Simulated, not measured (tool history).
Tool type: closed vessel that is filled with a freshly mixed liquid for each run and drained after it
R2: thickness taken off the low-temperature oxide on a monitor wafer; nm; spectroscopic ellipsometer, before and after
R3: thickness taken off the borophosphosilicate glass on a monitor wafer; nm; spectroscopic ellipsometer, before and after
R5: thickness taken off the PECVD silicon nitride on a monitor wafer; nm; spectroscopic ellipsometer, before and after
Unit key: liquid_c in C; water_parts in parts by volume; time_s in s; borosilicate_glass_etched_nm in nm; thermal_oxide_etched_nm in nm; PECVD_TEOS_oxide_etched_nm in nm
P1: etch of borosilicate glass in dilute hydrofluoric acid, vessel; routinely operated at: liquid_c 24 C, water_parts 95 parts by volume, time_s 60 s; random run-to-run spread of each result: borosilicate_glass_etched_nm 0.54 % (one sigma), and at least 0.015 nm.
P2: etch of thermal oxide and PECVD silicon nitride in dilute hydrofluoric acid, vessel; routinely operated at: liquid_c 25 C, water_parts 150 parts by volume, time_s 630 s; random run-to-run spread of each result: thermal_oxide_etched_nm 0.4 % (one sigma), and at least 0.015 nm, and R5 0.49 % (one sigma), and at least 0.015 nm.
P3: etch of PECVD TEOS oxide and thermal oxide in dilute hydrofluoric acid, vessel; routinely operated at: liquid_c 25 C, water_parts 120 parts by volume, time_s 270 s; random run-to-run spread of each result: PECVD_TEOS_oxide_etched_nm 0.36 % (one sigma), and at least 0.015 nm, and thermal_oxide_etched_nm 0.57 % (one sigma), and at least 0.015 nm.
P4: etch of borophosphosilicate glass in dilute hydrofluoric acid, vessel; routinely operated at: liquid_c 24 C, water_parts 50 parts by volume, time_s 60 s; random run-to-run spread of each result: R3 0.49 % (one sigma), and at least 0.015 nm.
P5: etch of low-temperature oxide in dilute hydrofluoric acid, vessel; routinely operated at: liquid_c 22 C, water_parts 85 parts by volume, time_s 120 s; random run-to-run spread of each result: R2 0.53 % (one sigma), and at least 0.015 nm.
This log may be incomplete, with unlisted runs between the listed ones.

run 1 hour=7.7 | process=P1 liquid_c=24 water_parts=95 time_s=60 | borosilicate_glass_etched_nm=17.239
run 2 hour=17.1 | process=P5 liquid_c=17 water_parts=85 time_s=120 | R2=11.53
run 3 hour=26.1 | process=P1 liquid_c=29 water_parts=95 time_s=60 | borosilicate_glass_etched_nm=20.847
run 4 hour=35.1 | process=P4 liquid_c=24 water_parts=50 time_s=60 | R3=76.35
run 5 hour=42.3 | process=P2 liquid_c=25 water_parts=250 time_s=630 | thermal_oxide_etched_nm=10.329 R5=4.4971
run 6 hour=51 | process=P1 liquid_c=24 water_parts=95 time_s=30 | borosilicate_glass_etched_nm=8.6677
run 7 hour=58.8 | process=P1 liquid_c=24 water_parts=95 time_s=60 | borosilicate_glass_etched_nm=17.199
run 8 hour=68.1 | process=P2 liquid_c=25 water_parts=150 time_s=100 | thermal_oxide_etched_nm=3.0381 R5=1.1596
run 9 hour=75.5 | process=P4 liquid_c=24 water_parts=30 time_s=60 | R3=130.43
run 10 hour=81.8 | process=P1 liquid_c=19 water_parts=95 time_s=60 | borosilicate_glass_etched_nm=14.024
run 11 hour=91.7 | process=P1 liquid_c=24 water_parts=95 time_s=105 | borosilicate_glass_etched_nm=30.02
run 12 hour=100.5 | process=P5 liquid_c=22 water_parts=85 time_s=120 | R2=14.073
run 13 hour=109.4 | process=P4 liquid_c=24 water_parts=50 time_s=60 | R3=76.149
run 14 hour=116 | process=P3 liquid_c=25 water_parts=120 time_s=470 | thermal_oxide_etched_nm=19.951 PECVD_TEOS_oxide_etched_nm=67.876
run 15 hour=123.8 | process=P2 liquid_c=25 water_parts=150 time_s=630 | thermal_oxide_etched_nm=19.068 R5=7.4028
run 16 hour=132.4 | process=P1 liquid_c=27.5 water_parts=35 time_s=60 | borosilicate_glass_etched_nm=58.349
run 17 hour=140.6 | process=P3 liquid_c=25 water_parts=60 time_s=270 | thermal_oxide_etched_nm=24.482 PECVD_TEOS_oxide_etched_nm=84.109
run 18 hour=150 | process=P4 liquid_c=24 water_parts=50 time_s=30 | R3=37.885
run 19 hour=154.6 | process=P5 liquid_c=22 water_parts=85 time_s=170 | R2=19.9
run 20 hour=160.9 | process=P1 liquid_c=28.5 water_parts=95 time_s=35 | borosilicate_glass_etched_nm=11.933
run 21 hour=167.2 | process=P4 liquid_c=19.5 water_parts=50 time_s=60 | R3=63.429
run 22 hour=172.4 | process=P2 liquid_c=31.5 water_parts=150 time_s=630 | thermal_oxide_etched_nm=24.162 R5=11.196
run 23 hour=179.3 | process=P3 liquid_c=19 water_parts=120 time_s=270 | thermal_oxide_etched_nm=8.9852 PECVD_TEOS_oxide_etched_nm=30.544
run 24 hour=186.8 | process=P1 liquid_c=24 water_parts=95 time_s=60 | borosilicate_glass_etched_nm=17.122
run 25 hour=195.9 | process=P1 liquid_c=24 water_parts=95 time_s=60 | borosilicate_glass_etched_nm=17.156
run 26 hour=203.8 | process=P5 liquid_c=22 water_parts=40 time_s=120 | R2=31.971
run 27 hour=208.2 | process=P1 liquid_c=24 water_parts=20 time_s=60 | borosilicate_glass_etched_nm=89.131
run 28 hour=217.8 | process=P3 liquid_c=25 water_parts=120 time_s=270 | thermal_oxide_etched_nm=11.44 PECVD_TEOS_oxide_etched_nm=38.811
run 29 hour=226.5 | process=P1 liquid_c=24 water_parts=145 time_s=60 | borosilicate_glass_etched_nm=10.522
run 30 hour=232.3 | process=P1 liquid_c=24 water_parts=95 time_s=60 | borosilicate_glass_etched_nm=17.175
run 31 hour=241.8 | process=P1 liquid_c=24 water_parts=95 time_s=60 | borosilicate_glass_etched_nm=17.65
run 32 hour=248.5 | process=P1 liquid_c=24 water_parts=95 time_s=60 | borosilicate_glass_etched_nm=18.088
run 33 hour=254.8 | process=P1 liquid_c=24 water_parts=95 time_s=60 | borosilicate_glass_etched_nm=18.283
run 34 hour=260.5 | process=P1 liquid_c=24 water_parts=95 time_s=60 | borosilicate_glass_etched_nm=18.567
run 35 hour=266.4 | process=P1 liquid_c=24 water_parts=95 time_s=60 | borosilicate_glass_etched_nm=18.446
run 36 hour=271.4 | process=P1 liquid_c=24 water_parts=95 time_s=60 | borosilicate_glass_etched_nm=18.591
run 37 hour=276.2 | process=P1 liquid_c=24 water_parts=95 time_s=60 | borosilicate_glass_etched_nm=18.31
run 38 hour=282.6 | process=P1 liquid_c=24 water_parts=95 time_s=60 | borosilicate_glass_etched_nm=18.703
run 39 hour=288 | process=P1 liquid_c=24 water_parts=95 time_s=60 | borosilicate_glass_etched_nm=18.651
run 40 hour=293.6 | process=P1 liquid_c=24 water_parts=95 time_s=60 | borosilicate_glass_etched_nm=18.606

Something has made what P1 gives creep away from where it was; the 2 causes below, each at its own stated size, fit the log equally well:
A: liquid hotter than its thermometer reads (K) = 2.11
B: hydrofluoric acid flow above the setpoint (%) = 7.74
Onset of the creep was near hour 232.3.

Of the 4 check runs listed below, each run on one wafer and each result written as a question mark, which would let you distinguish the listed causes because they would give clearly different results?
run check 1 hour=299.2 | process=P2 liquid_c=25 water_parts=150 time_s=630 | thermal_oxide_etched_nm=? R5=?
run check 2 hour=299.2 | process=P5 liquid_c=22 water_parts=85 time_s=120 | R2=?
run check 3 hour=299.2 | process=P4 liquid_c=24 water_parts=50 time_s=60 | R3=?
run check 4 hour=299.2 | process=P3 liquid_c=25 water_parts=120 time_s=270 | thermal_oxide_etched_nm=? PECVD_TEOS_oxide_etched_nm=?

Predicted outcomes, by check and by cause:
check=check_1 result=thermal_oxide_etched_nm if_A=20.612 if_B=20.783
check=check_1 result=R5 if_A=8.5106 if_B=8.018
check=check_2 result=R2 if_A=15.442 if_B=15.391
check=check_3 result=R3 if_A=83.11 if_B=82.544
check=check_4 result=thermal_oxide_etched_nm if_A=12.437 if_B=12.491
check=check_4 result=PECVD_TEOS_oxide_etched_nm if_A=42.199 if_B=42.382
Minimum pairwise separation of causes per check, each pair taken at its best-separating result: check 1 5.96 %; check 2 0.33 %; check 3 0.68 %; check 4 0.43 %
The causes can be told apart only by check 1. The other checks would give nearly the same results under each of them.

Running check 1 produced the following: thermal_oxide_etched_nm 20.609 nm; R5 8.5299 nm. Which one of the listed causes fits?

It is A: liquid hotter than its thermometer reads (K).
